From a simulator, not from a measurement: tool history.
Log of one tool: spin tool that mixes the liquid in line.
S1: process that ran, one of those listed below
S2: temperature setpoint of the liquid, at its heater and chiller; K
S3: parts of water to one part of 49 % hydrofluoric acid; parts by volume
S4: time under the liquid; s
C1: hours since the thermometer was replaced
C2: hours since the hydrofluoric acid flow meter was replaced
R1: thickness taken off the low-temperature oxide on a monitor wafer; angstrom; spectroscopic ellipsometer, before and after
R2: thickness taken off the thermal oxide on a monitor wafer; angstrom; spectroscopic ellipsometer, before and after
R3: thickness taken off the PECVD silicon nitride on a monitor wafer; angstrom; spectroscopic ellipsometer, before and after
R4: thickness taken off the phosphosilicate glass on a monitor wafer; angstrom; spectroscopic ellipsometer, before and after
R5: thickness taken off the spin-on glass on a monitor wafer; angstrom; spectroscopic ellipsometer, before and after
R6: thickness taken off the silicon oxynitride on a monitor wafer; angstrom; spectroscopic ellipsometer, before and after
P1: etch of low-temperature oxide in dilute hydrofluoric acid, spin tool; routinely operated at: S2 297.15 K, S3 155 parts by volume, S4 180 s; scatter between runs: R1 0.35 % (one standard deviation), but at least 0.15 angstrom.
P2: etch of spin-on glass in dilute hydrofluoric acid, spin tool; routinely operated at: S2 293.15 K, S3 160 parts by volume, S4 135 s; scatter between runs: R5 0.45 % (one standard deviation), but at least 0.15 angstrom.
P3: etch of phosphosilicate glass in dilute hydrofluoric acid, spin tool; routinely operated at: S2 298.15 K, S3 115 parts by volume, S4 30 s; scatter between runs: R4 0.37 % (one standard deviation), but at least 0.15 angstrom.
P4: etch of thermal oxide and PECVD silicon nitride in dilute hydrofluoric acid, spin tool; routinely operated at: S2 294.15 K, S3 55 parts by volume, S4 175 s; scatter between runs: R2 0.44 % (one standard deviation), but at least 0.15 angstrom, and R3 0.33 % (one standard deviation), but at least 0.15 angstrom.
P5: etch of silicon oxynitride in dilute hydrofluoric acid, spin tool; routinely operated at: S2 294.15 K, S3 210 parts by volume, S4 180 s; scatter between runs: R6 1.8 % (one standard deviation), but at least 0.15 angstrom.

{"run": 1, "hour": 5.0, "S1": "P1", "S2": 297.15, "S3": 155, "S4": 180, "C1": 243.1, "C2": 1316.1, "R1": 193.11}
{"run": 2, "hour": 10.8, "S1": "P4", "S2": 294.15, "S3": 55, "S4": 175, "C1": 248.9, "C2": 1321.9, "R2": 139.84, "R3": 61.223}
{"run": 3, "hour": 15.1, "S1": "P3", "S2": 298.15, "S3": 115, "S4": 30, "C1": 253.2, "C2": 1326.2, "R4": 239.85}
{"run": 4, "hour": 21.1, "S1": "P1", "S2": 297.15, "S3": 155, "S4": 25, "C1": 259.2, "C2": 1332.2, "R1": 27.049}
{"run": 5, "hour": 27.8, "S1": "P2", "S2": 293.15, "S3": 240, "S4": 135, "C1": 265.9, "C2": 1338.9, "R5": 112.35}
{"run": 6, "hour": 32.5, "S1": "P1", "S2": 292.65, "S3": 155, "S4": 180, "C1": 270.6, "C2": 1343.6, "R1": 162.87}
{"run": 7, "hour": 36.2, "S1": "P1", "S2": 297.15, "S3": 265, "S4": 295, "C1": 274.3, "C2": 1347.3, "R1": 164.55}
{"run": 8, "hour": 40.6, "S1": "P1", "S2": 297.15, "S3": 155, "S4": 180, "C1": 278.7, "C2": 1351.7, "R1": 192.79}
{"run": 9, "hour": 45.8, "S1": "P3", "S2": 298.15, "S3": 115, "S4": 50, "C1": 283.9, "C2": 1356.9, "R4": 401.35}
{"run": 10, "hour": 48.9, "S1": "P4", "S2": 294.15, "S3": 55, "S4": 175, "C1": 287, "C2": 1360, "R2": 140.8, "R3": 60.86}
{"run": 11, "hour": 54.3, "S1": "P5", "S2": 294.15, "S3": 210, "S4": 300, "C1": 292.4, "C2": 1365.4, "R6": 24.537}
{"run": 12, "hour": 58.0, "S1": "P1", "S2": 297.15, "S3": 280, "S4": 180, "C1": 296.1, "C2": 1369.1, "R1": 94.127}
{"run": 13, "hour": 61.6, "S1": "P1", "S2": 304.15, "S3": 155, "S4": 180, "C1": 299.7, "C2": 1372.7, "R1": 248.13}
{"run": 14, "hour": 66.8, "S1": "P5", "S2": 290.15, "S3": 210, "S4": 180, "C1": 304.9, "C2": 1377.9, "R6": 12.579}
{"run": 15, "hour": 73.1, "S1": "P3", "S2": 298.15, "S3": 115, "S4": 30, "C1": 311.2, "C2": 1384.2, "R4": 239.91}
{"run": 16, "hour": 79.8, "S1": "P1", "S2": 297.15, "S3": 75, "S4": 180, "C1": 317.9, "C2": 1390.9, "R1": 439.86}
{"run": 17, "hour": 83.3, "S1": "P1", "S2": 297.15, "S3": 155, "S4": 180, "C1": 321.4, "C2": 1394.4, "R1": 192.68}
{"run": 18, "hour": 88.0, "S1": "P1", "S2": 297.15, "S3": 155, "S4": 275, "C1": 326.1, "C2": 1399.1, "R1": 295.01}
{"run": 19, "hour": 94.0, "S1": "P4", "S2": 294.15, "S3": 55, "S4": 40, "C1": 332.1, "C2": 1405.1, "R2": 32.274, "R3": 13.983}
{"run": 20, "hour": 100.0, "S1": "P3", "S2": 302.65, "S3": 115, "S4": 30, "C1": 338.1, "C2": 1411.1, "R4": 285.87}
{"run": 21, "hour": 103.9, "S1": "P4", "S2": 298.15, "S3": 55, "S4": 175, "C1": 342, "C2": 1415, "R2": 166.78, "R3": 79.812}
{"run": 22, "hour": 110.4, "S1": "P1", "S2": 297.15, "S3": 155, "S4": 180, "C1": 348.5, "C2": 1421.5, "R1": 192.84}
{"run": 23, "hour": 117.0, "S1": "P3", "S2": 298.15, "S3": 170, "S4": 30, "C1": 355.1, "C2": 1428.1, "R4": 152.13}
{"run": 24, "hour": 123.1, "S1": "P2", "S2": 299.65, "S3": 160, "S4": 135, "C1": 361.2, "C2": 1434.2, "R5": 235.95}
{"run": 25, "hour": 126.3, "S1": "P4", "S2": 294.15, "S3": 20, "S4": 175, "C1": 364.4, "C2": 1437.4, "R2": 401.61, "R3": 160.51}
{"hour": 127.6, "done": "thermometer replaced"}
{"run": 26, "hour": 131.0, "S1": "P2", "S2": 293.15, "S3": 160, "S4": 135, "C1": 3.4, "C2": 1442.1, "R5": 184.13}

Run 27 comes next. What will it give?
{"run": 27, "hour": 135.0, "S1": "P5", "S2": 294.15, "S3": 105, "S4": 180, "C1": 7.4, "C2": 1446.1, "R6": "?"}

R6: 30.47 angstrom

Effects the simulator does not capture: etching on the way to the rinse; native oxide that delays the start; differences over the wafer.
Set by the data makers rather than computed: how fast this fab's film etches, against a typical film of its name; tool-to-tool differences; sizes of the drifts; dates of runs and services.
